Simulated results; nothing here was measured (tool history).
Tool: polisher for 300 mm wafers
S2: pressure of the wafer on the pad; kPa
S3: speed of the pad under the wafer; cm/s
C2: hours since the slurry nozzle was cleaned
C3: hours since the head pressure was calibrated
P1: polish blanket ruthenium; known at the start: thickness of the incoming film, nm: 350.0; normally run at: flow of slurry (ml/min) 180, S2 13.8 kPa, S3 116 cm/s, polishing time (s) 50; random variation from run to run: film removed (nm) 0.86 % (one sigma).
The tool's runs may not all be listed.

{"run": 1, "day": 0.175, "flow of slurry (ml/min)": 180, "S2": 13.8, "S3": 116, "polishing time (s)": 50, "wafers polished on this pad": 305, "C2": 588.8, "C3": 523.1, "film removed (nm)": 60.459}
{"run": 2, "day": 0.35, "flow of slurry (ml/min)": 180, "S2": 21.4, "S3": 116, "polishing time (s)": 50, "wafers polished on this pad": 330, "C2": 593.0, "C3": 527.3, "film removed (nm)": 93.071}
{"run": 3, "day": 0.633, "flow of slurry (ml/min)": 110, "S2": 13.8, "S3": 116, "polishing time (s)": 50, "wafers polished on this pad": 369, "C2": 599.8, "C3": 534.1, "film removed (nm)": 55.451}
{"run": 4, "day": 0.862, "flow of slurry (ml/min)": 180, "S2": 13.8, "S3": 116, "polishing time (s)": 24, "wafers polished on this pad": 401, "C2": 605.3, "C3": 539.6, "film removed (nm)": 29.145}
{"run": 5, "day": 1.092, "flow of slurry (ml/min)": 180, "S2": 13.8, "S3": 166, "polishing time (s)": 22, "wafers polished on this pad": 433, "C2": 610.8, "C3": 545.1, "film removed (nm)": 37.934}
{"run": 6, "day": 1.275, "flow of slurry (ml/min)": 180, "S2": 9.7, "S3": 116, "polishing time (s)": 50, "wafers polished on this pad": 459, "C2": 615.2, "C3": 549.5, "film removed (nm)": 42.614}
{"run": 7, "day": 1.546, "flow of slurry (ml/min)": 180, "S2": 13.8, "S3": 116, "polishing time (s)": 50, "wafers polished on this pad": 497, "C2": 621.7, "C3": 556.0, "film removed (nm)": 60.402}
{"run": 8, "day": 1.825, "flow of slurry (ml/min)": 180, "S2": 13.8, "S3": 54, "polishing time (s)": 50, "wafers polished on this pad": 536, "C2": 628.4, "C3": 562.7, "film removed (nm)": 28.236}
{"day": 1.917, "done": "slurry nozzle cleaned"}
{"run": 9, "day": 2.1, "flow of slurry (ml/min)": 180, "S2": 13.8, "S3": 116, "polishing time (s)": 50, "wafers polished on this pad": 574, "C2": 4.4, "C3": 569.3, "film removed (nm)": 60.49}
{"run": 10, "day": 2.262, "flow of slurry (ml/min)": 180, "S2": 13.8, "S3": 116, "polishing time (s)": 78, "wafers polished on this pad": 597, "C2": 8.3, "C3": 573.2, "film removed (nm)": 94.289}
{"run": 11, "day": 2.4, "flow of slurry (ml/min)": 180, "S2": 13.8, "S3": 116, "polishing time (s)": 50, "wafers polished on this pad": 616, "C2": 11.6, "C3": 576.5, "film removed (nm)": 60.245}
{"run": 12, "day": 2.529, "flow of slurry (ml/min)": 180, "S2": 13.8, "S3": 152, "polishing time (s)": 50, "wafers polished on this pad": 634, "C2": 14.7, "C3": 579.6, "film removed (nm)": 78.464}
{"run": 13, "day": 2.733, "flow of slurry (ml/min)": 180, "S2": 13.8, "S3": 148, "polishing time (s)": 72, "wafers polished on this pad": 662, "C2": 19.6, "C3": 584.5, "film removed (nm)": 109.52}
{"run": 14, "day": 2.988, "flow of slurry (ml/min)": 230, "S2": 13.8, "S3": 116, "polishing time (s)": 50, "wafers polished on this pad": 698, "C2": 25.7, "C3": 590.6, "film removed (nm)": 61.588}
{"run": 15, "day": 3.142, "flow of slurry (ml/min)": 180, "S2": 13.8, "S3": 116, "polishing time (s)": 50, "wafers polished on this pad": 719, "C2": 29.4, "C3": 594.3, "film removed (nm)": 61.042}
{"run": 16, "day": 3.283, "flow of slurry (ml/min)": 180, "S2": 13.8, "S3": 116, "polishing time (s)": 50, "wafers polished on this pad": 739, "C2": 32.8, "C3": 597.7, "film removed (nm)": 60.252}
{"run": 17, "day": 3.425, "flow of slurry (ml/min)": 180, "S2": 13.8, "S3": 116, "polishing time (s)": 50, "wafers polished on this pad": 759, "C2": 36.2, "C3": 601.1, "film removed (nm)": 60.006}
{"run": 18, "day": 3.671, "flow of slurry (ml/min)": 180, "S2": 13.8, "S3": 116, "polishing time (s)": 50, "wafers polished on this pad": 793, "C2": 42.1, "C3": 607.0, "film removed (nm)": 58.146}
{"run": 19, "day": 3.938, "flow of slurry (ml/min)": 180, "S2": 13.8, "S3": 116, "polishing time (s)": 50, "wafers polished on this pad": 830, "C2": 48.5, "C3": 613.4, "film removed (nm)": 57.411}

The next listed run, before its measurement:
{"run": 20, "day": 4.204, "flow of slurry (ml/min)": 180, "S2": 13.8, "S3": 116, "polishing time (s)": 50, "wafers polished on this pad": 867, "C2": 54.9, "C3": 619.8, "film removed (nm)": "?"}

{"run 20": {"film removed (nm)": 56.826}}
